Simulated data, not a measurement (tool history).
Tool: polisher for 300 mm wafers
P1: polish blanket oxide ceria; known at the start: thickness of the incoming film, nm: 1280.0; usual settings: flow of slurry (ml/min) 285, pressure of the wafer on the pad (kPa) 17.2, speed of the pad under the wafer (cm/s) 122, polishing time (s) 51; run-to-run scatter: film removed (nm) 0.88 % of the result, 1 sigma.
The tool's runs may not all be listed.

run	hour	flow of slurry (ml/min)	pressure of the wafer on the pad (kPa)	speed of the pad under the wafer (cm/s)	polishing time (s)	wafers polished on this pad	hours since the slurry nozzle was cleaned	hours since the head pressure was calibrated	film removed (nm)
1	7.1	285	17.2	122	51	454	160.4	176.4	216.65
2	12.7	285	17.2	122	35	535	166.0	182.0	150.58
3	24.4	170	17.2	122	51	702	177.7	193.7	207.35
4	31.5	405	22.8	122	51	804	184.8	200.8	296.35
5	42.1	285	17.2	178	51	956	195.4	211.4	319.83
6	49.0	170	17.2	60	51	1055	202.3	218.3	101.25
7	59.6	285	17.2	62	51	1207	212.9	228.9	111.69
8	67.9	285	17.2	122	75	1326	221.2	237.2	320.07
9	76.6	285	17.2	122	51	1451	229.9	245.9	217.41
10	85.6	285	17.2	122	51	1580	238.9	254.9	216.56
11	96.4	285	26.2	122	51	1735	249.7	265.7	331.16
12	105.9	285	8.3	122	51	1871	259.2	275.2	103.96
13	112.0	365	17.2	122	51	1958	265.3	281.3	224.46
14	121.1	285	17.2	122	51	2089	274.4	290.4	218.59
15	129.0	285	17.2	122	51	2202	282.3	298.3	217.18
16	140.4	285	17.2	122	51	2365	293.7	309.7	212.04
17	146.3	285	17.2	122	51	2450	299.6	315.6	211.92
18	155.4	285	17.2	122	51	2580	308.7	324.7	208.51
# hour 160.5: head pressure recalibrated
19	163.6	285	17.2	122	51	2698	316.9	3.1	204.81
20	169.0	285	17.2	122	51	2775	322.3	8.5	208.19
21	176.2	285	17.2	122	51	2879	329.5	15.7	205.85
22	182.0	285	17.2	122	51	2962	335.3	21.5	205.60
23	187.7	285	17.2	122	51	3043	341.0	27.2	207.80
24	192.9	285	17.2	122	51	3118	346.2	32.4	208.12

What P1 gives has crept away from where it was. These 2 causes fit the log equally well, each at the size given:
A: removal rate lost through wear of the pad, % = 5.6
B: slurry flow missing at the pad, % = 38.2
The creep began at about hour 129.0.
Why every other cause is out:
head's pressure below its setpoint, %: serviced at hour 160.5, which brought nothing back

4 check runs are offered, each on 5 wafers whose results are averaged, their results left as question marks. Which one tells the causes apart?
check 1	198.1	285	17.2	148	62				?
check 2	198.1	285	17.2	152	51				?
check 3	198.1	285	17.2	160	51				?
check 4	198.1	170	13.8	122	51				?

What each check would give under each cause:
check	result	if A	if B
check 1	film removed (nm)	303.80	303.80
check 2	film removed (nm)	256.66	256.66
check 3	film removed (nm)	270.17	270.17
check 4	film removed (nm)	154.74	149.34
How far apart the two closest causes lie, in the result that separates them most: check 1 0 %; check 2 0 %; check 3 0 %; check 4 3.56 %
Check 4 tells the causes apart: in the others they would give nearly the same result.

Then check 4 was run and gave: film removed (nm) 148.98. Which cause is it?

It is B: slurry flow missing at the pad, %.

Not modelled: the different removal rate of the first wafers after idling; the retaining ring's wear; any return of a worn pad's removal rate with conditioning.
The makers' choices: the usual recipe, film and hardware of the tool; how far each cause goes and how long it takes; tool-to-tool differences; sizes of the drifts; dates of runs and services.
